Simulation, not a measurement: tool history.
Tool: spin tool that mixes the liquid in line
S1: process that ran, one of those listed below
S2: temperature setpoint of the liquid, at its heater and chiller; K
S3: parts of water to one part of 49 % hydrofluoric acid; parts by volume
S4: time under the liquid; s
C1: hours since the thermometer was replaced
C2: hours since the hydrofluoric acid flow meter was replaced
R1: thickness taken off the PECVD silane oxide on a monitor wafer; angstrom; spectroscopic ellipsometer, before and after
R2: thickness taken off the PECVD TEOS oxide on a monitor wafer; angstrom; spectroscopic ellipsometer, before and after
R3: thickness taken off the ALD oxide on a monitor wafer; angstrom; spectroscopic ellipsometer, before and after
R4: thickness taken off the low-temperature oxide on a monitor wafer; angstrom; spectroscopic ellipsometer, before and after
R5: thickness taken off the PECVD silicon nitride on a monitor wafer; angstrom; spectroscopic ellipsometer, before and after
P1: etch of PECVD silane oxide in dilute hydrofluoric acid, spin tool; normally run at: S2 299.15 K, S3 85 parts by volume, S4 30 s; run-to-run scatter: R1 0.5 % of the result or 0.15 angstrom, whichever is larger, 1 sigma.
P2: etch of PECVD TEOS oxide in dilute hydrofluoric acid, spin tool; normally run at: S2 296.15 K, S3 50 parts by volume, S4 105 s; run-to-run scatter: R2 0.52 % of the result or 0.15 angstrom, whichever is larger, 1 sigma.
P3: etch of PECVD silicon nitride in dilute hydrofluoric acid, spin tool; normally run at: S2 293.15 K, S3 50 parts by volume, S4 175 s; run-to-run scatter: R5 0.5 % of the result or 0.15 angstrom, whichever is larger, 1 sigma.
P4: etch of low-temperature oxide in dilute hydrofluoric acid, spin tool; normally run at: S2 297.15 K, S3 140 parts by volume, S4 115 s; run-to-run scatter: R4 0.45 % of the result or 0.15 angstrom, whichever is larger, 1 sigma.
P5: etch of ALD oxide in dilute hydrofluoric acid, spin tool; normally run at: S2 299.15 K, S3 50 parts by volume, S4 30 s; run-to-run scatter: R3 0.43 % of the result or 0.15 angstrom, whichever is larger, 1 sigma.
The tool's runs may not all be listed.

run  hour  S1      S2   S3   S4     C1     C2       R1      R2      R3      R4       R5
  1   5.1  P1  299.15   85   30  630.4  658.0  192.780
  2   7.7  P1  299.15   40   15  633.0  660.6  218.340
  3  12.2  P2  303.15   50  105  637.5  665.1           430.77
  4  16.1  P5  299.15   50   55  641.4  669.0                   394.48
  5  19.8  P1  299.15   50   30  645.1  672.7  344.200
  6  23.3  P4  297.15  140  115  648.6  676.2                           175.27
  7  28.9  P3  293.15   50   15  654.2  681.8                                    6.4848
  8  31.6  P1  299.15   85   30  656.9  684.5  191.990
  9  34.5  P3  293.15   90  175  659.8  687.4                                   42.8960
 10  37.6  P1  304.15   25   30  662.9  690.5  875.520
 11  42.0  P2  296.15   50  105  667.3  694.9           328.01
 12  46.5  P5  304.15   50   30  671.8  699.4                   264.61
 13  52.2  P4  290.65  140  115  677.5  705.1                           135.06
 14  55.2  P4  297.15  250  115  680.5  708.1                            87.77
 15  60.9  P1  306.65   85   30  686.2  713.8  254.370
 16  64.8  P1  299.15   85   15  690.1  717.7   96.263
 17  67.4  P1  299.15   85   30  692.7  720.3  191.440
 18  70.7  P1  299.15   85   30  696.0  723.6  191.160
 19  74.3  P3  290.15   50  175  699.6  727.2                                   61.7950
 20  79.1  P4  297.15  140  115  704.4  732.0                           175.66

The next listed run, before its measurement:
 21  84.2  P3  293.15  50  175  709.5  737.1                   ?

Run 21 gave R5 75.6940 angstrom.
